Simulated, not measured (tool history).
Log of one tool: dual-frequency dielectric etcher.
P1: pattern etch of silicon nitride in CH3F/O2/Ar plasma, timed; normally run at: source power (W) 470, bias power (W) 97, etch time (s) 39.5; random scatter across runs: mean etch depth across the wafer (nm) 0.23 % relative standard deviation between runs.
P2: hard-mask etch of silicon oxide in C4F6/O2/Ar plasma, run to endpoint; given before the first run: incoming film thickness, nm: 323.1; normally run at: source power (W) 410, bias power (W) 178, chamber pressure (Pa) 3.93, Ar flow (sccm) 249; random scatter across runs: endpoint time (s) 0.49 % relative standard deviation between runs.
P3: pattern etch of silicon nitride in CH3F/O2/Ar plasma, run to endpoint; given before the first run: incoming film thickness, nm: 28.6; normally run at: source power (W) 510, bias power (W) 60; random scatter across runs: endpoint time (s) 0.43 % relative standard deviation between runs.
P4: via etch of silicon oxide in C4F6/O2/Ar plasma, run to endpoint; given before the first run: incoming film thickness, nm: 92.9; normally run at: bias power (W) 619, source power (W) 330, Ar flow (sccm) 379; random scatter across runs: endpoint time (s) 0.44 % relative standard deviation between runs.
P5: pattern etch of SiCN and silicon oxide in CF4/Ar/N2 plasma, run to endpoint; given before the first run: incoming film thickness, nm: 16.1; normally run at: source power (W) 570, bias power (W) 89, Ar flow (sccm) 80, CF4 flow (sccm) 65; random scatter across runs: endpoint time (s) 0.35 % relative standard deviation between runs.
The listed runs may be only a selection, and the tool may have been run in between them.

| run | hour | process that ran | source power (W) | bias power (W) | etch time (s) | Ar flow (sccm) | CF4 flow (sccm) | chamber pressure (Pa) | mean etch depth across the wafer (nm) | endpoint time (s) |
|---|---|---|---|---|---|---|---|---|---|---|
| 1 | 9.3 | P1 | 470 | 97 | 39.5 |  |  |  | 32.838 |  |
| 2 | 16.0 | P5 | 570 | 89 |  | 80 | 81 |  |  | 13.128 |
| 3 | 24.9 | P3 | 360 | 60 |  |  |  |  |  | 46.794 |
| 4 | 33.3 | P1 | 310 | 97 | 39.5 |  |  |  | 28.139 |  |
| 5 | 38.0 | P5 | 570 | 89 |  | 80 | 65 |  |  | 13.494 |
| 6 | 42.2 | P1 | 470 | 97 | 56.0 |  |  |  | 46.482 |  |
| 7 | 49.0 | P1 | 470 | 97 | 23.0 |  |  |  | 19.054 |  |
| 8 | 53.6 | P4 | 330 | 619 |  | 456 |  |  |  | 20.986 |
| 9 | 59.8 | P3 | 510 | 60 |  |  |  |  |  | 40.447 |
| 10 | 66.1 | P5 | 570 | 89 |  | 65 | 65 |  |  | 13.022 |
| 11 | 70.2 | P1 | 360 | 97 | 51.5 |  |  |  | 38.543 |  |
| 12 | 74.7 | P2 | 410 | 178 |  | 249 |  | 3.93 |  | 98.519 |
| 13 | 81.0 | P1 | 470 | 97 | 39.5 |  |  |  | 32.611 |  |
| 14 | 87.0 | P2 | 510 | 178 |  | 249 |  | 3.93 |  | 90.797 |
| 15 | 92.2 | P2 | 410 | 178 |  | 329 |  | 3.93 |  | 102.040 |
| 16 | 99.1 | P1 | 470 | 79 | 39.5 |  |  |  | 30.400 |  |
| 17 | 106.5 | P4 | 330 | 619 |  | 379 |  |  |  | 20.698 |
| 18 | 115.4 | P2 | 410 | 139 |  | 249 |  | 3.93 |  | 105.280 |
| 19 | 123.3 | P5 | 790 | 89 |  | 80 | 65 |  |  | 10.092 |
| 20 | 131.8 | P4 | 330 | 763 |  | 379 |  |  |  | 18.913 |
| 21 | 140.9 | P1 | 470 | 97 | 39.5 |  |  |  | 32.865 |  |
| 22 | 149.7 | P2 | 410 | 178 |  | 249 |  | 5.53 |  | 103.130 |
| 23 | 155.4 | P4 | 330 | 619 |  | 379 |  |  |  | 20.574 |
| 24 | 164.5 | P3 | 510 | 80 |  |  |  |  |  | 37.125 |
| 25 | 172.7 | P1 | 620 | 97 | 39.5 |  |  |  | 36.329 |  |
| 26 | 181.8 | P1 | 470 | 97 | 39.5 |  |  |  | 32.739 |  |
| 27 | 187.7 | P1 | 470 | 133 | 39.5 |  |  |  | 36.798 |  |
| 28 | 195.4 | P5 | 570 | 116 |  | 80 | 65 |  |  | 12.227 |
| 29 | 203.6 | P4 | 410 | 619 |  | 379 |  |  |  | 19.064 |
| 30 | 207.7 | P1 | 470 | 97 | 39.5 |  |  |  | 32.707 |  |
| 31 | 214.2 | P2 | 410 | 178 |  | 249 |  | 3.93 |  | 98.677 |
| 32 | 220.1 | P1 | 470 | 97 | 39.5 |  |  |  | 32.695 |  |
| 33 | 228.7 | P1 | 470 | 97 | 39.5 |  |  |  | 33.100 |  |
| 34 | 233.8 | P1 | 470 | 97 | 39.5 |  |  |  | 33.008 |  |
| 35 | 240.8 | P1 | 470 | 97 | 39.5 |  |  |  | 33.148 |  |
|  | 248.2 | wet clean of the chamber |
| 36 | 249.7 | P1 | 470 | 97 | 39.5 |  |  |  | 33.281 |  |
| 37 | 254.9 | P1 | 470 | 97 | 39.5 |  |  |  | 33.321 |  |
| 38 | 260.2 | P1 | 470 | 97 | 39.5 |  |  |  | 33.440 |  |
| 39 | 265.8 | P1 | 470 | 97 | 39.5 |  |  |  | 33.217 |  |

P1 no longer gives what it gave before; its output has crept away from where it was. The following 2 causes, each at its listed size, fit the log equally well:
A: bias power that arrives over what is set, % = 4.95
B: source power that arrives over what is set, % = 4.8
The drift started at roughly hour 220.1.
Why every other cause is out:
chamber walls in a state that raises the etch rate, %: serviced at hour 248.2, which brought nothing back

Which of the 4 check runs listed below, each an average over 2 wafers with its results shown as question marks, gives clearly different results under the different listed causes?
| check 1 | 271.4 | P5 | 780 | 116 |  | 80 | 65 |  |  | ? |
| check 2 | 271.4 | P3 | 510 | 68 |  |  |  |  |  | ? |
| check 3 | 271.4 | P2 | 470 | 142 |  | 249 |  | 3.93 |  | ? |
| check 4 | 271.4 | P4 | 400 | 741 |  | 379 |  |  |  | ? |

What every check run would give for each of its results, assuming each possible cause in turn:
| check | result | if A | if B |
|---|---|---|---|
| check 1 | endpoint time (s) | 9.1722 | 8.9529 |
| check 2 | endpoint time (s) | 38.5830 | 38.5120 |
| check 3 | endpoint time (s) | 99.0560 | 98.6340 |
| check 4 | endpoint time (s) | 17.5850 | 17.6210 |
Separation of the two closest causes in each check, using whichever result separates them best: check 1 2.42 %; check 2 0.19 %; check 3 0.43 %; check 4 0.21 %
Only in check 1 would the causes give clearly different results; in the remaining checks their results would be nearly the same.

After running check 1, the following was obtained: endpoint time (s) 9.1777. Which cause does this point to?

Of the candidate causes, it is A: bias power that arrives over what is set, %.

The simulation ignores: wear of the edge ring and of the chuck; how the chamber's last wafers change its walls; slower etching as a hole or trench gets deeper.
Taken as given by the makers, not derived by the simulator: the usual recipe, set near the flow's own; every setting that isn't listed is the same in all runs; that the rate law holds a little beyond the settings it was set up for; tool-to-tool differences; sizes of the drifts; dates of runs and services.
